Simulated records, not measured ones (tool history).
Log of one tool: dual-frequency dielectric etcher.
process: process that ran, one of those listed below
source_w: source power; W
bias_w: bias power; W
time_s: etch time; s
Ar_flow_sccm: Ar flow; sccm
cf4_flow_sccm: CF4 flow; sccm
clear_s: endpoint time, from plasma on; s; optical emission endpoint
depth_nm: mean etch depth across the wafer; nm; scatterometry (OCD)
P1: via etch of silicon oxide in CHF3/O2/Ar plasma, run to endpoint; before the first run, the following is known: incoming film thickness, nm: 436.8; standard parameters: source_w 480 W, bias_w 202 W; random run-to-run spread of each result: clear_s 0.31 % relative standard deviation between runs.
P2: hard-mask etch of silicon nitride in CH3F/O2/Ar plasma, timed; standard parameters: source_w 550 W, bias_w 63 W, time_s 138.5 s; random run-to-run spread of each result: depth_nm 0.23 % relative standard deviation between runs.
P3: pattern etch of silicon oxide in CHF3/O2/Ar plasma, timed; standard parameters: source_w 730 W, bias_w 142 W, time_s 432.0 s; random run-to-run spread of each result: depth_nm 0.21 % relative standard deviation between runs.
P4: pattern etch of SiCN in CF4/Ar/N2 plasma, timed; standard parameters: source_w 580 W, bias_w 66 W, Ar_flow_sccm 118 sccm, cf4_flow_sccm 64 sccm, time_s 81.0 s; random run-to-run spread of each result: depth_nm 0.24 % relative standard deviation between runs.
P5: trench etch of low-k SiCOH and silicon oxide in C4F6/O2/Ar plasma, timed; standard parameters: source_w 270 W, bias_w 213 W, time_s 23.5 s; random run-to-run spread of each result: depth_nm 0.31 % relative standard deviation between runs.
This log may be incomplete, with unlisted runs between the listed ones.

run	hour	process	source_w	bias_w	time_s	Ar_flow_sccm	cf4_flow_sccm	hours since the last wet clean	hours since the last source power generator calibration	hours since the last bias power generator calibration	clear_s	depth_nm
1	11.8	P1	480	202				78.9	1050.7	625.6	231.27	
2	24.7	P5	270	213	32.0			91.8	1063.6	638.5		87.382
3	36.9	P3	730	190	432.0			104.0	1075.8	650.7		935.650
4	44.2	P1	480	202				111.3	1083.1	658.0	232.08	
5	52.8	P1	620	246				119.9	1091.7	666.6	197.09	
6	62.2	P1	480	202				129.3	1101.1	676.0	231.55	
7	75.5	P4	580	66	81.0	118	77	142.6	1114.4	689.3		79.670
8	84.9	P3	730	142	237.5			152.0	1123.8	698.7		466.220
9	95.9	P1	480	202				163.0	1134.8	709.7	231.80	
10	104.4	P1	480	202				171.5	1143.3	718.2	231.76	
11	113.3	P4	580	66	81.0	82	64	180.4	1152.2	727.1		81.997
12	121.4	P2	550	63	195.5			188.5	1160.3	735.2		147.580
13	127.4	P1	340	248				194.5	1166.3	741.2	245.54	
14	138.7	P1	480	143				205.8	1177.6	752.5	260.72	
15	151.4	P1	480	202				218.5	1190.3	765.2	232.80	
16	163.3	P3	470	142	432.0			230.4	1202.2	777.1		714.580
17	170.7	P3	730	142	432.0			237.8	1209.6	784.5		847.810
# hour 171.1: source power generator calibrated
18	182.7	P5	270	129	23.5			249.8	11.6	796.5		54.235
19	190.4	P4	690	66	81.0	118	64	257.5	19.3	804.2		89.578
20	196.5	P4	580	66	81.0	118	64	263.6	25.4	810.3		77.007
21	205.1	P5	330	213	23.5			272.2	34.0	818.9		69.010
22	218.7	P2	730	63	138.5			285.8	47.6	832.5		116.080
23	225.4	P4	580	42	81.0	118	64	292.5	54.3	839.2		66.455
# hour 234.5: wet clean of the chamber
24	238.6	P4	580	66	118.5	118	64	4.1	67.5	852.4		112.720

For run 25, what comes out?
25	247.3	P4	580	66	81.0	118	64	12.8	76.2	861.1		?

depth_nm: 77.173 nm

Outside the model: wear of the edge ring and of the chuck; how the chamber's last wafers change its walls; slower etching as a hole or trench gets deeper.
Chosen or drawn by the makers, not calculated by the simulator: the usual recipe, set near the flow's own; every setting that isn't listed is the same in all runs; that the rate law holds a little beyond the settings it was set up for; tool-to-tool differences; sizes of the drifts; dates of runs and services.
